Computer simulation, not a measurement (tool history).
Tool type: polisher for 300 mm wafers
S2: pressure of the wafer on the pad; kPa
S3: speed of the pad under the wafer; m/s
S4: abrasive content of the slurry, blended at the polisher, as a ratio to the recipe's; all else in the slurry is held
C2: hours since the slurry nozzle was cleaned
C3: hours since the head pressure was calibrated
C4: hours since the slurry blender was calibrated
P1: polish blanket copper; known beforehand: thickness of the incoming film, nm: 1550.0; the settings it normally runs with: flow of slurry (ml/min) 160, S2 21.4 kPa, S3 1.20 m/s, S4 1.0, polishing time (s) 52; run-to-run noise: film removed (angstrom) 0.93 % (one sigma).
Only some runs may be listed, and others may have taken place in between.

Run 1, hour 3.8: flow of slurry (ml/min) 160, S2 21.4 kPa, S3 1.20 m/s, S4 1.0, polishing time (s) 52; wafers polished on this pad 761; C2 82.7; C3 55.6; C4 226.9. Result: film removed (angstrom) 2123.20.
Run 2, hour 8.1: flow of slurry (ml/min) 160, S2 21.4 kPa, S3 1.20 m/s, S4 1.0, polishing time (s) 52; wafers polished on this pad 798; C2 87.0; C3 59.9; C4 231.2. Result: film removed (angstrom) 2116.00.
Run 3, hour 10.1: flow of slurry (ml/min) 160, S2 21.4 kPa, S3 1.20 m/s, S4 1.0, polishing time (s) 52; wafers polished on this pad 815; C2 89.0; C3 61.9; C4 233.2. Result: film removed (angstrom) 2073.70.
Run 4, hour 13.1: flow of slurry (ml/min) 160, S2 21.4 kPa, S3 1.20 m/s, S4 1.0, polishing time (s) 52; wafers polished on this pad 841; C2 92.0; C3 64.9; C4 236.2. Result: film removed (angstrom) 2079.60.
Run 5, hour 15.1: flow of slurry (ml/min) 160, S2 21.4 kPa, S3 1.20 m/s, S4 0.6, polishing time (s) 52; wafers polished on this pad 858; C2 94.0; C3 66.9; C4 238.2. Result: film removed (angstrom) 1881.10.
At hour 16.6: slurry blender recalibrated.
Run 6, hour 18.8: flow of slurry (ml/min) 160, S2 21.4 kPa, S3 1.20 m/s, S4 1.5, polishing time (s) 52; wafers polished on this pad 890; C2 97.7; C3 70.6; C4 2.3. Result: film removed (angstrom) 2300.60.
Run 7, hour 22.2: flow of slurry (ml/min) 160, S2 21.4 kPa, S3 0.54 m/s, S4 1.0, polishing time (s) 52; wafers polished on this pad 919; C2 101.1; C3 74.0; C4 5.7. Result: film removed (angstrom) 946.09.
Run 8, hour 24.6: flow of slurry (ml/min) 95, S2 21.4 kPa, S3 1.20 m/s, S4 1.0, polishing time (s) 52; wafers polished on this pad 939; C2 103.5; C3 76.4; C4 8.1. Result: film removed (angstrom) 1886.00.
Run 9, hour 28.9: flow of slurry (ml/min) 250, S2 21.4 kPa, S3 1.20 m/s, S4 1.0, polishing time (s) 52; wafers polished on this pad 976; C2 107.8; C3 80.7; C4 12.4. Result: film removed (angstrom) 2193.50.
Run 10, hour 31.4: flow of slurry (ml/min) 160, S2 26.9 kPa, S3 0.76 m/s, S4 1.0, polishing time (s) 52; wafers polished on this pad 997; C2 110.3; C3 83.2; C4 14.9. Result: film removed (angstrom) 1680.00.
Run 11, hour 35.4: flow of slurry (ml/min) 160, S2 21.4 kPa, S3 1.20 m/s, S4 1.0, polishing time (s) 52; wafers polished on this pad 1032; C2 114.3; C3 87.2; C4 18.9. Result: film removed (angstrom) 2082.30.
Run 12, hour 39.3: flow of slurry (ml/min) 160, S2 21.4 kPa, S3 1.20 m/s, S4 1.0, polishing time (s) 77; wafers polished on this pad 1065; C2 118.2; C3 91.1; C4 22.8. Result: film removed (angstrom) 3078.00.
Run 13, hour 42.6: flow of slurry (ml/min) 160, S2 15.9 kPa, S3 1.20 m/s, S4 1.0, polishing time (s) 52; wafers polished on this pad 1093; C2 121.5; C3 94.4; C4 26.1. Result: film removed (angstrom) 1541.10.
Run 14, hour 46.7: flow of slurry (ml/min) 160, S2 33.1 kPa, S3 1.20 m/s, S4 1.0, polishing time (s) 52; wafers polished on this pad 1128; C2 125.6; C3 98.5; C4 30.2. Result: film removed (angstrom) 3232.00.
Run 15, hour 50.0: flow of slurry (ml/min) 160, S2 21.4 kPa, S3 1.20 m/s, S4 1.0, polishing time (s) 52; wafers polished on this pad 1157; C2 128.9; C3 101.8; C4 33.5. Result: film removed (angstrom) 2077.80.
Run 16, hour 52.4: flow of slurry (ml/min) 160, S2 21.4 kPa, S3 1.80 m/s, S4 1.0, polishing time (s) 52; wafers polished on this pad 1177; C2 131.3; C3 104.2; C4 35.9. Result: film removed (angstrom) 3150.00.
Run 17, hour 56.6: flow of slurry (ml/min) 235, S2 21.4 kPa, S3 1.80 m/s, S4 1.0, polishing time (s) 52; wafers polished on this pad 1213; C2 135.5; C3 108.4; C4 40.1. Result: film removed (angstrom) 3306.50.
Run 18, hour 59.2: flow of slurry (ml/min) 220, S2 21.4 kPa, S3 1.86 m/s, S4 1.0, polishing time (s) 52; wafers polished on this pad 1235; C2 138.1; C3 111.0; C4 42.7. Result: film removed (angstrom) 3401.10.
Run 19, hour 61.9: flow of slurry (ml/min) 160, S2 21.4 kPa, S3 1.20 m/s, S4 1.0, polishing time (s) 36; wafers polished on this pad 1258; C2 140.8; C3 113.7; C4 45.4. Result: film removed (angstrom) 1434.70.
Run 20, hour 64.3: flow of slurry (ml/min) 160, S2 21.4 kPa, S3 1.20 m/s, S4 1.0, polishing time (s) 52; wafers polished on this pad 1279; C2 143.2; C3 116.1; C4 47.8. Result: film removed (angstrom) 2091.10.
Run 21, hour 68.0: flow of slurry (ml/min) 160, S2 21.4 kPa, S3 1.20 m/s, S4 1.0, polishing time (s) 52; wafers polished on this pad 1311; C2 146.9; C3 119.8; C4 51.5. Result: film removed (angstrom) 2088.90.
Run 22, hour 71.0: flow of slurry (ml/min) 160, S2 21.4 kPa, S3 1.20 m/s, S4 1.0, polishing time (s) 52; wafers polished on this pad 1336; C2 149.9; C3 122.8; C4 54.5. Result: film removed (angstrom) 2015.60.
Run 23, hour 75.0: flow of slurry (ml/min) 160, S2 21.4 kPa, S3 1.20 m/s, S4 1.0, polishing time (s) 52; wafers polished on this pad 1370; C2 153.9; C3 126.8; C4 58.5. Result: film removed (angstrom) 2027.20.
Run 24, hour 78.6: flow of slurry (ml/min) 160, S2 21.4 kPa, S3 1.20 m/s, S4 1.0, polishing time (s) 52; wafers polished on this pad 1401; C2 157.5; C3 130.4; C4 62.1. Result: film removed (angstrom) 1988.70.
Run 25, hour 81.6: flow of slurry (ml/min) 160, S2 21.4 kPa, S3 1.20 m/s, S4 1.0, polishing time (s) 52; wafers polished on this pad 1427; C2 160.5; C3 133.4; C4 65.1. Result: film removed (angstrom) 1956.60.
Run 26, hour 85.6: flow of slurry (ml/min) 160, S2 21.4 kPa, S3 1.20 m/s, S4 1.0, polishing time (s) 52; wafers polished on this pad 1461; C2 164.5; C3 137.4; C4 69.1. Result: film removed (angstrom) 1924.30.
At hour 87.4: head pressure recalibrated.
At hour 89.6: slurry blender recalibrated.
Run 27, hour 90.0: flow of slurry (ml/min) 160, S2 21.4 kPa, S3 1.20 m/s, S4 1.0, polishing time (s) 52; wafers polished on this pad 1499; C2 168.9; C3 2.7; C4 0.5. Result: film removed (angstrom) 1975.30.
Run 28, hour 93.1: flow of slurry (ml/min) 160, S2 21.4 kPa, S3 1.20 m/s, S4 1.0, polishing time (s) 52; wafers polished on this pad 1525; C2 172.0; C3 5.8; C4 3.6. Result: film removed (angstrom) 1931.80.
Run 29, hour 95.1: flow of slurry (ml/min) 160, S2 21.4 kPa, S3 1.20 m/s, S4 1.0, polishing time (s) 52; wafers polished on this pad 1542; C2 174.0; C3 7.8; C4 5.6. Result: film removed (angstrom) 1914.50.

Expected results for the next run?
Run 30, hour 98.5: flow of slurry (ml/min) 160, S2 21.4 kPa, S3 1.20 m/s, S4 1.0, polishing time (s) 52; wafers polished on this pad 1572; C2 177.4; C3 11.2; C4 9.0. Result: film removed (angstrom) ?.

film removed (angstrom): 1947.50
